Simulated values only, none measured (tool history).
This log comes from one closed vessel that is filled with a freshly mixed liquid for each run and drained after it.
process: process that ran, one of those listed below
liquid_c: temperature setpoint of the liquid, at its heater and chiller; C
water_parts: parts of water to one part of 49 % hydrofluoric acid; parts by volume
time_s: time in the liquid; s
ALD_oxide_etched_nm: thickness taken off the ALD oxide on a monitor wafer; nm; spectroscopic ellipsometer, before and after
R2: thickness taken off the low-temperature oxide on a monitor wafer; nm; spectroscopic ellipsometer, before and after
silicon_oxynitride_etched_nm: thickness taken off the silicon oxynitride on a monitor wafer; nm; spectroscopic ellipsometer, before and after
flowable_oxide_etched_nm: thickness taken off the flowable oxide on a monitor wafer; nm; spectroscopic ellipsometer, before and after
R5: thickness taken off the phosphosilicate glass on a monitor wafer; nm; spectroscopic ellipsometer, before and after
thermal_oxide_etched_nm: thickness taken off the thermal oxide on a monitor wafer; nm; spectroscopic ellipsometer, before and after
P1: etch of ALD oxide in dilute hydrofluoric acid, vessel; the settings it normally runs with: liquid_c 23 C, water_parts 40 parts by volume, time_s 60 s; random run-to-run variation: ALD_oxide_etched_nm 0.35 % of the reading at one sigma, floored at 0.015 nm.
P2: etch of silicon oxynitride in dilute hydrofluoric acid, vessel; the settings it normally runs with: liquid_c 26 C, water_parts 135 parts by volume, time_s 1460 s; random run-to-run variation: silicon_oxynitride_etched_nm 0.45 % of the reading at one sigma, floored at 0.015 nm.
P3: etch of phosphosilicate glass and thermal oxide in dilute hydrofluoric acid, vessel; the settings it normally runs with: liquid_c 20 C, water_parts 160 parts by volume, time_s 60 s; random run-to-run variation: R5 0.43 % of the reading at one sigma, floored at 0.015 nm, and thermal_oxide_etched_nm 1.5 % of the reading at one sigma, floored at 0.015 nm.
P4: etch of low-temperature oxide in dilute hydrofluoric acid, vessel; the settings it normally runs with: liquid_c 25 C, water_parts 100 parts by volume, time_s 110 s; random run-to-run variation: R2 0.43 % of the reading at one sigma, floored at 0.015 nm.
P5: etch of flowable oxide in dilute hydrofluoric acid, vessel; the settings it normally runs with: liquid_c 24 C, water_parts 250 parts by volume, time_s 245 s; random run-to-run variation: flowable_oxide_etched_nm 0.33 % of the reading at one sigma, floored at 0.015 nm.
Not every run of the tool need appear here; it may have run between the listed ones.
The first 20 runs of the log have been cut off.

Run 21, day 4.588: process P5, liquid_c 24 C, water_parts 250 parts by volume, time_s 105 s. Result: flowable_oxide_etched_nm 11.568 nm.
Run 22, day 4.758: process P1, liquid_c 23 C, water_parts 40 parts by volume, time_s 30 s. Result: ALD_oxide_etched_nm 16.715 nm.
Run 23, day 5.067: process P5, liquid_c 24 C, water_parts 250 parts by volume, time_s 245 s. Result: flowable_oxide_etched_nm 26.917 nm.
Run 24, day 5.3: process P3, liquid_c 17 C, water_parts 160 parts by volume, time_s 60 s. Result: R5 23.384 nm, thermal_oxide_etched_nm 1.2448 nm.
Run 25, day 5.571: process P2, liquid_c 26 C, water_parts 135 parts by volume, time_s 2650 s. Result: silicon_oxynitride_etched_nm 98.986 nm.
Run 26, day 5.808: process P2, liquid_c 26 C, water_parts 20 parts by volume, time_s 1460 s. Result: silicon_oxynitride_etched_nm 406.86 nm.
Run 27, day 6.008: process P1, liquid_c 26.5 C, water_parts 55 parts by volume, time_s 60 s. Result: ALD_oxide_etched_nm 27.583 nm.
Run 28, day 6.217: process P1, liquid_c 29.5 C, water_parts 40 parts by volume, time_s 30 s. Result: ALD_oxide_etched_nm 21.792 nm.
Run 29, day 6.512: process P4, liquid_c 25 C, water_parts 20 parts by volume, time_s 110 s. Result: R2 126.25 nm.
Run 30, day 6.771: process P5, liquid_c 31.5 C, water_parts 250 parts by volume, time_s 245 s. Result: flowable_oxide_etched_nm 34.847 nm.
Run 31, day 6.988: process P3, liquid_c 20 C, water_parts 220 parts by volume, time_s 60 s. Result: R5 18.038 nm, thermal_oxide_etched_nm 1.0019 nm.
Run 32, day 7.238: process P1, liquid_c 23 C, water_parts 40 parts by volume, time_s 60 s. Result: ALD_oxide_etched_nm 33.487 nm.
Run 33, day 7.483: process P1, liquid_c 19 C, water_parts 40 parts by volume, time_s 60 s. Result: ALD_oxide_etched_nm 28.223 nm.

The next listed run, before its measurement:
Run 34, day 7.754: process P1, liquid_c 23 C, water_parts 40 parts by volume, time_s 60 s. Result: ALD_oxide_etched_nm ?.

{"run 34": {"ALD_oxide_etched_nm": 33.627}}
